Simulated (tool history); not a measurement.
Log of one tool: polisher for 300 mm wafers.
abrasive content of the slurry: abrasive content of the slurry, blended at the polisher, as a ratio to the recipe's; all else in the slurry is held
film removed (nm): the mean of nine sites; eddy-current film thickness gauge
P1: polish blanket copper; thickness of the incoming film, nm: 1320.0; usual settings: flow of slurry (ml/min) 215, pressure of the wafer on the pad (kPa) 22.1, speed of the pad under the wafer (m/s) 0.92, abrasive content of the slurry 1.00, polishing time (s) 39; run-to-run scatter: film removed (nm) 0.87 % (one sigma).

run	hour	flow of slurry (ml/min)	pressure of the wafer on the pad (kPa)	speed of the pad under the wafer (m/s)	abrasive content of the slurry	polishing time (s)	wafers polished on this pad	hours since the slurry nozzle was cleaned	hours since the head pressure was calibrated	hours since the slurry blender was calibrated	film removed (nm)
1	7.2	215	22.1	0.92	1.00	39	292	127.3	274.9	56.7	99.216
2	12.7	215	31.0	0.92	1.00	39	348	132.8	280.4	62.2	138.320
3	20.1	215	22.1	0.92	1.00	39	424	140.2	287.8	69.6	98.657
4	25.5	215	22.1	0.92	1.00	61	479	145.6	293.2	75.0	154.550
5	35.8	215	22.1	0.58	1.00	39	584	155.9	303.5	85.3	62.659
6	41.2	215	22.1	1.18	1.00	39	639	161.3	308.9	90.7	127.790
# hour 45.1: slurry blender recalibrated
7	48.7	215	22.1	0.92	1.00	18	715	168.8	316.4	3.7	45.456
8	55.0	215	15.2	0.46	1.00	39	779	175.1	322.7	10.0	33.705
9	61.2	215	22.1	0.92	1.30	39	842	181.3	328.9	16.2	105.220
10	71.4	215	22.1	0.92	1.00	39	946	191.5	339.1	26.4	99.226
11	77.6	130	22.1	0.92	1.00	39	1009	197.7	345.3	32.6	91.588
12	85.1	215	22.1	0.92	1.00	39	1086	205.2	352.8	40.1	99.444
13	93.4	215	12.4	0.92	1.00	39	1170	213.5	361.1	48.4	55.817
14	99.6	305	22.1	0.92	1.25	39	1234	219.7	367.3	54.6	107.070
15	108.2	305	22.1	0.92	1.00	39	1321	228.3	375.9	63.2	102.120
16	118.4	215	22.1	0.92	1.00	39	1425	238.5	386.1	73.4	98.629

Run 17 comes next. What will it give?
17	126.8	215	22.1	0.92	0.55	39	1511	246.9	394.5	81.8	?

film removed (nm): 87.015
